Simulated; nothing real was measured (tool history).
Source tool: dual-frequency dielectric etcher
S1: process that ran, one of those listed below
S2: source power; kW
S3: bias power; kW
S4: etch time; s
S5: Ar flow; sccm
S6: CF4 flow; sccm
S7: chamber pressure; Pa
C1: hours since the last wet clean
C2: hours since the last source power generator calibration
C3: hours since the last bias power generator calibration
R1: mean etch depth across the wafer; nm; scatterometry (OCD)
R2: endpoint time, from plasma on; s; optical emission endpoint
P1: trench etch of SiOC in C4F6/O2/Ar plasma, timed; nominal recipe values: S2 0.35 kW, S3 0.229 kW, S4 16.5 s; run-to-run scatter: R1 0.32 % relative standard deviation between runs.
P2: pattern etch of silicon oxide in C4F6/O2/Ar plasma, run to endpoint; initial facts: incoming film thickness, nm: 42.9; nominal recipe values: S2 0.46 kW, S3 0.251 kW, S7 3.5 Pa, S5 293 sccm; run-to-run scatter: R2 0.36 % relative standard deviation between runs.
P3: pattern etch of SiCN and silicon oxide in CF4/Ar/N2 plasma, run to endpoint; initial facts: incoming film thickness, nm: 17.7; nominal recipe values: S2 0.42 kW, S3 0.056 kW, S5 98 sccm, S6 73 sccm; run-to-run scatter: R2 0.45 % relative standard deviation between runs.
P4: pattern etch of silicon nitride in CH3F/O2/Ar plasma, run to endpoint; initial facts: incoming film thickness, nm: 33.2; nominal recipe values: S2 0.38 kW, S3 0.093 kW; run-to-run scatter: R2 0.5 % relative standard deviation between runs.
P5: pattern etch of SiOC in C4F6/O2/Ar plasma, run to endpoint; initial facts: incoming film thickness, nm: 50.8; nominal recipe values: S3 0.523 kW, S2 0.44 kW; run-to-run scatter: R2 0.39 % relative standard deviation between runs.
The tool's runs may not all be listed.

run,hour,S1,S2,S3,S4,S5,S6,S7,C1,C2,C3,R1,R2
1,5.8,P1,0.35,0.229,16.5,,,,294,1613.4,532.4,34.771,
2,9.5,P5,0.44,0.304,,,,,297.7,1617.1,536.1,,19.47
3,13.6,P1,0.35,0.229,22.5,,,,301.8,1621.2,540.2,46.876,
# hour 16.8: source power generator calibrated
4,17.6,P1,0.44,0.229,16.5,,,,305.8,0.8,544.2,37.586,
5,22.1,P1,0.35,0.229,16.5,,,,310.3,5.3,548.7,34.817,
6,27.7,P1,0.35,0.229,16.5,,,,315.9,10.9,554.3,34.863,
7,31.6,P3,0.42,0.056,,98,73,,319.8,14.8,558.2,,22.951
8,34.3,P5,0.44,0.523,,,,,322.5,17.5,560.9,,15.984
# hour 39.7: bias power generator calibrated
9,39.7,P1,0.35,0.276,16.5,,,,327.9,22.9,0,36.765,
10,43,P1,0.47,0.317,16.5,,,,331.2,26.2,3.3,43.333,
11,46,P3,0.42,0.056,,98,97,,334.2,29.2,6.3,,21.934
12,50,P4,0.52,0.093,,,,,338.2,33.2,10.3,,39.285
13,54,P2,0.46,0.152,,293,,3.5,342.2,37.2,14.3,,13.328
14,59.2,P2,0.46,0.251,,293,,4.3,347.4,42.4,19.5,,11.642
15,62.3,P2,0.46,0.251,,293,,3.5,350.5,45.5,22.6,,11.289
16,66.2,P1,0.35,0.229,16.5,,,,354.4,49.4,26.5,34.732,
17,71.6,P3,0.42,0.056,,98,73,,359.8,54.8,31.9,,22.952
# hour 77.2: wet clean of the chamber
18,77.4,P4,0.38,0.093,,,,,0.3,60.6,37.7,,43.354
19,81.2,P2,0.46,0.251,,235,,3.5,4.1,64.4,41.5,,11.088
20,84.7,P3,0.51,0.056,,98,73,,7.6,67.9,45,,19.338
21,87.7,P1,0.35,0.229,16.5,,,,10.6,70.9,48,34.519,
22,91.8,P3,0.42,0.033,,98,73,,14.7,75,52.1,,27.032
23,95.4,P1,0.22,0.229,16.5,,,,18.3,78.6,55.7,28.932,
24,99.3,P1,0.35,0.154,16.5,,,,22.2,82.5,59.6,30.375,
25,103.5,P3,0.42,0.056,,59,73,,26.4,86.7,63.8,,21.396
26,106.5,P2,0.26,0.251,,293,,3.5,29.4,89.7,66.8,,14.089
27,109.3,P4,0.38,0.059,,,,,32.2,92.5,69.6,,51.842
28,115.2,P1,0.35,0.229,11,,,,38.1,98.4,75.5,23.062,
29,118.7,P5,0.34,0.523,,,,,41.6,101.9,79,,17.769
30,122.3,P1,0.35,0.229,16.5,,,,45.2,105.5,82.6,34.541,
31,127.4,P1,0.35,0.229,16.5,,,,50.3,110.6,87.7,34.521,
32,133.4,P1,0.35,0.229,16.5,,,,56.3,116.6,93.7,34.459,
33,137.9,P1,0.35,0.229,16.5,,,,60.8,121.1,98.2,34.371,
34,140.9,P1,0.35,0.229,16.5,,,,63.8,124.1,101.2,34.018,
# hour 142.4: wet clean of the chamber
35,143.7,P1,0.35,0.229,16.5,,,,1.3,126.9,104,34.16,
36,149.4,P1,0.35,0.229,16.5,,,,7,132.6,109.7,34.112,
37,152.1,P1,0.35,0.229,16.5,,,,9.7,135.3,112.4,34.055,
38,155.1,P1,0.35,0.229,16.5,,,,12.7,138.3,115.4,33.944,
39,161,P1,0.35,0.229,16.5,,,,18.6,144.2,121.3,34.226,
40,166.3,P1,0.35,0.229,16.5,,,,23.9,149.5,126.6,33.99,
41,169.4,P1,0.35,0.229,16.5,,,,27,152.6,129.7,34.153,

What P1 gives has crept off from where it sat before. The 2 causes that follow fit the log equally well, each at the size noted:
A: bias power that arrives under what is set, % = 4.67
B: source power that arrives under what is set, % = 4.09
The gradual shift began around hour 122.3.
Other possible causes, and why each is ruled out:
chamber walls in a state that lowers the etch rate, %: maintenance at hour 142.4, after the shift began, did not return the process to its former output

Which of the 4 check runs listed below, each an average over 2 wafers with its results shown as question marks, gives clearly different results under the different listed causes?
check 1,172.5,P3,0.42,0.034,,62,73,,,,,,?
check 2,172.5,P4,0.51,0.093,,,,,,,,,?
check 3,172.5,P5,0.44,0.341,,,,,,,,,?
check 4,172.5,P2,0.27,0.19,,293,,3.5,,,,,?

Expected result of each check under each candidate cause:
check,result,if A,if B
check 1,R2,25.102,25.76
check 2,R2,39.875,39.825
check 3,R2,19.097,19.079
check 4,R2,15.474,15.481
Gap, in per cent, between the two causes that each check separates least, read from the result that separates them most: check 1 2.59 %; check 2 0.13 %; check 3 0.09 %; check 4 0.04 %
Check 1 tells the causes apart: in the others they would give nearly the same result.

Check 1 has now been run. It gave: R2 25.58 s. Which of the candidate causes is it?

B is the cause: source power that arrives under what is set, %.
